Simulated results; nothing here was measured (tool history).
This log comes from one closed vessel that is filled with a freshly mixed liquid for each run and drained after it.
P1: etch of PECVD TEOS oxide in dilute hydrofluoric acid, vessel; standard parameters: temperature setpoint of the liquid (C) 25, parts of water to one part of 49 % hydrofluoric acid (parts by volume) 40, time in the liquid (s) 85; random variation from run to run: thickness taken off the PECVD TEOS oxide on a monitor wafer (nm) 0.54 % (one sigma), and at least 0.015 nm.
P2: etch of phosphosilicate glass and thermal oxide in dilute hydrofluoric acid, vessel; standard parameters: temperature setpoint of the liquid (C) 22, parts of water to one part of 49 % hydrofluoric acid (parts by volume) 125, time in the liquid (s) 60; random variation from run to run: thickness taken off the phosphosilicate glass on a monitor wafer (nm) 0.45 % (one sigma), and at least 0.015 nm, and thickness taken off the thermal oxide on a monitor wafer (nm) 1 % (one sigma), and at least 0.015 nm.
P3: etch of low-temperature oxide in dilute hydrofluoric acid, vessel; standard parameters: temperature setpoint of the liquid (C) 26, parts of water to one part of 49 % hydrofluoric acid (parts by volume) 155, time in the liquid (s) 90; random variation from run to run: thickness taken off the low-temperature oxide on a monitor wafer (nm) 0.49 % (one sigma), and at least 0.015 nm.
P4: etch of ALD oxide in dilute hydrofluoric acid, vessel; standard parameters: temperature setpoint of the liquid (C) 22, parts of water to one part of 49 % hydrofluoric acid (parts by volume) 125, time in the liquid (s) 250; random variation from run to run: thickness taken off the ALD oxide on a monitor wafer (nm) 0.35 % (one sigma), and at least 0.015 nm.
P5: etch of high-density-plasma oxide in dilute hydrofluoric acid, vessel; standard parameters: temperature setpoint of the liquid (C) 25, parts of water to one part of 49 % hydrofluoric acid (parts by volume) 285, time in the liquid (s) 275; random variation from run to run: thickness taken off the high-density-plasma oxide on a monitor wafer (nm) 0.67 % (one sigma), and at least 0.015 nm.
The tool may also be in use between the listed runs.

run   hour  process that ran  temperature setpoint of the liquid (C)  parts of water to one part of 49 % hydrofluoric acid (parts by volume)  time in the liquid (s)  hours since the thermometer was replaced  hours since the hydrofluoric acid flow meter was replaced  thickness taken off the PECVD TEOS oxide on a monitor wafer (nm)  thickness taken off the phosphosilicate glass on a monitor wafer (nm)  thickness taken off the thermal oxide on a monitor wafer (nm)  thickness taken off the ALD oxide on a monitor wafer (nm)  thickness taken off the high-density-plasma oxide on a monitor wafer (nm)  thickness taken off the low-temperature oxide on a monitor wafer (nm)
  1   17.3                P1                                      25                                                                      40                      85                                    1050.1                                                      740.1                                                            20.578
  2   31.5                P2                                    26.5                                                                     125                      60                                    1064.3                                                      754.3                                                                                                                                    63.74                                                         2.4074
  3   49.8                P4                                      22                                                                     180                     250                                    1082.6                                                      772.6                                                                                                                                                                                                                                                             18.405
  4   67.3                P5                                      25                                                                     285                     275                                    1100.1                                                      790.1                                                                                                                                                                                                                                                                                                                                        4.1421
  5     83                P1                                    17.5                                                                      40                      85                                    1115.8                                                      805.8                                                            14.884
  6  101.5                P3                                      26                                                                     155                      90                                    1134.3                                                      824.3                                                                                                                                                                                                                                                                                                                                                                                                               6.2796
  7  119.3                P4                                      17                                                                     125                     250                                    1152.1                                                      842.1                                                                                                                                                                                                                                                             23.077
  8  132.4                P3                                      26                                                                      25                      90                                    1165.2                                                      855.2                                                                                                                                                                                                                                                                                                                                                                                                               45.987
  9  147.3                P1                                      25                                                                      40                      85                                    1180.1                                                      870.1                                                            20.328
 10  164.2                P2                                      22                                                                     125                      60                                      1197                                                        887                                                                                                                                   53.173                                                         2.0582
 11  179.3                P1                                    29.5                                                                      40                      85                                    1212.1                                                      902.1                                                            24.683
 12  196.1                P1                                      25                                                                      40                      85                                    1228.9                                                      918.9                                                            20.208
 13  208.1                P3                                      26                                                                     155                      30                                    1240.9                                                      930.9                                                                                                                                                                                                                                                                                                                                                                                                               2.0804
 14  221.2                P1                                    17.5                                                                      40                     150                                      1254                                                        944                                                            26.148
 15  238.1                P2                                      22                                                                      25                      60                                    1270.9                                                      960.9                                                                                                                                    302.1                                                           11.7
 16  246.5                P5                                      33                                                                     285                     275                                    1279.3                                                      969.3                                                                                                                                                                                                                                                                                                                                        5.3937
 17  261.6                P5                                      25                                                                      90                     275                                    1294.4                                                      984.4                                                                                                                                                                                                                                                                                                                                        16.242
 18  274.2                P4                                      22                                                                     125                      30                                      1307                                                        997                                                                                                                                                                                                                                                             3.4285
 19  286.8                P1                                      25                                                                      40                      85                                    1319.6                                                     1009.6                                                            20.628
 20  295.5                P1                                      25                                                                      40                     120                                    1328.3                                                     1018.3                                                            28.746
 21  304.4                P5                                      25                                                                     285                     485                                    1337.2                                                     1027.2                                                                                                                                                                                                                                                                                                                                        7.1787
 22  315.5                P1                                      25                                                                      40                      85                                    1348.3                                                     1038.3                                                            20.594
 23    330                P1                                      25                                                                      20                      85                                    1362.8                                                     1052.8                                                            42.196
 24  346.5                P3                                      26                                                                     155                      90                                    1379.3                                                     1069.3                                                                                                                                                                                                                                                                                                                                                                                                               6.2718
 25  359.7                P2                                      22                                                                     125                     110                                    1392.5                                                     1082.5                                                                                                                                   97.634                                                         3.7507
 26  375.4                P1                                      25                                                                      40                      30                                    1408.2                                                     1098.2                                                            7.2295
 27  387.5                P4                                      22                                                                     125                     250                                    1420.3                                                     1110.3                                                                                                                                                                                                                                                             28.167
 28  404.7                P3                                    31.5                                                                     155                      90                                    1437.5                                                     1127.5                                                                                                                                                                                                                                                                                                                                                                                                               7.6536
 29  421.5                P1                                      25                                                                      40                      85                                    1454.3                                                     1144.3                                                            20.651
 30  431.1                P1                                      25                                                                      55                      85                                    1463.9                                                     1153.9                                                            14.633
 31  444.6                P5                                      25                                                                     285                     275                                    1477.4                                                     1167.4                                                                                                                                                                                                                                                                                                                                        4.1411
 32  459.4                P1                                      25                                                                      40                      85                                    1492.2                                                     1182.2                                                            20.201
 33  470.1                P1                                      25                                                                      40                      85                                    1502.9                                                     1192.9                                                            19.794
 34  481.2                P1                                      25                                                                      40                      85                                      1514                                                       1204                                                            19.334
 35  493.1                P1                                      25                                                                      40                      85                                    1525.9                                                     1215.9                                                            19.181
 36  506.9                P1                                      25                                                                      40                      85                                    1539.7                                                     1229.7                                                            18.772
 37  518.5                P1                                      25                                                                      40                      85                                    1551.3                                                     1241.3                                                            18.749

Predict the results of run 38:
 38  529.9                P1                                      25                                                                      40                      85                                    1562.7                                                     1252.7                                                                 ?

{"run 38": {"thickness taken off the PECVD TEOS oxide on a monitor wafer (nm)": 18.461}}
